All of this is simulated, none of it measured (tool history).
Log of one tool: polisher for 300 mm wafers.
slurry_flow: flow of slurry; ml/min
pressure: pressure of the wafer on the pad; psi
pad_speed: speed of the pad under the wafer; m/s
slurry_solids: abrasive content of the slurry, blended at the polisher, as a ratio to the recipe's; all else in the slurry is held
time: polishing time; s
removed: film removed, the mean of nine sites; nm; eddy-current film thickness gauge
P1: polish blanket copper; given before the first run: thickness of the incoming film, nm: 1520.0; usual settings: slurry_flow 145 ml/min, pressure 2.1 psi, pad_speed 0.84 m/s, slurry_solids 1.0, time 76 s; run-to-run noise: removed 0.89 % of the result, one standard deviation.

run   hour  slurry_flow  pressure  pad_speed  slurry_solids  time  wafers polished on this pad  hours since the slurry nozzle was cleaned  hours since the head pressure was calibrated  hours since the slurry blender was calibrated  removed
  1   10.3          145       2.1       0.84            1.0    76                          446                                       37.2                                         272.1                                           58.3  121.050
  2   22.3          220       2.1       0.84            1.0    76                          582                                       49.2                                         284.1                                           70.3  130.530
  3   36.7          145       2.1       0.84            1.0    76                          746                                       63.6                                         298.5                                           84.7  122.500
  4   43.5          145       2.1       0.84            1.0    50                          824                                       70.4                                         305.3                                           91.5   80.789
  5   56.9          205       2.1       0.40            1.0    76                          976                                       83.8                                         318.7                                          104.9   61.484
  6   64.6          145       2.1       0.60            1.0    76                         1064                                       91.5                                         326.4                                          112.6   86.304
  7   79.7          145       3.1       0.84            1.0    76                         1235                                      106.6                                         341.5                                          127.7  181.200
  8   92.5          225       2.1       0.84            1.0    56                         1381                                      119.4                                         354.3                                          140.5   96.128
  9   99.6           85       2.1       0.84            1.0    76                         1462                                      126.5                                         361.4                                          147.6  109.080
 10  112.3          145       2.1       0.84            1.0    76                         1606                                      139.2                                         374.1                                          160.3  123.410
 11  122.1          145       2.1       0.84            1.5    76                         1718                                      149.0                                         383.9                                          170.1  135.510
 12  132.8          145       2.1       0.84            1.0    76                         1839                                      159.7                                         394.6                                          180.8  123.040
 13  144.4          145       2.1       1.30            1.0    76                         1971                                      171.3                                         406.2                                          192.4  187.930
 14  154.4          145       2.1       0.84            0.5    76                         2085                                      181.3                                         416.2                                          202.4  107.250
 15  163.8          145       1.1       0.84            1.0    76                         2192                                      190.7                                         425.6                                          211.8   64.074
     170.9  -- slurry blender recalibrated
 16  171.1          145       2.1       0.84            1.0   116                         2275                                      198.0                                         432.9                                            0.3  187.790
 17  180.3          145       2.6       1.10            1.0    76                         2380                                      207.2                                         442.1                                            9.5  199.950
 18  193.3          145       2.1       0.84            1.0    76                         2528                                      220.2                                         455.1                                           22.5  122.070
 19  206.3          145       2.1       0.84            1.0    76                         2676                                      233.2                                         468.1                                           35.5  116.200
 20  216.1          145       2.1       0.84            1.0    76                         2787                                      243.0                                         477.9                                           45.3  114.060
 21  225.8          145       2.1       0.84            1.0    76                         2897                                      252.7                                         487.6                                           55.0  114.580
     226.0  -- slurry blender recalibrated
     233.4  -- head pressure recalibrated
 22  240.2          145       2.1       0.84            1.0    76                         3061                                      267.1                                           6.8                                           14.3  110.620
 23  252.1          145       2.1       0.84            1.0    76                         3197                                      279.0                                          18.7                                           26.2  109.480

Run 24 comes next. What will it give?
 24  260.8          145       2.1       0.84            1.0    76                         3296                                      287.7                                          27.4                                           34.9        ?

{"run 24": {"removed": 108.8}}
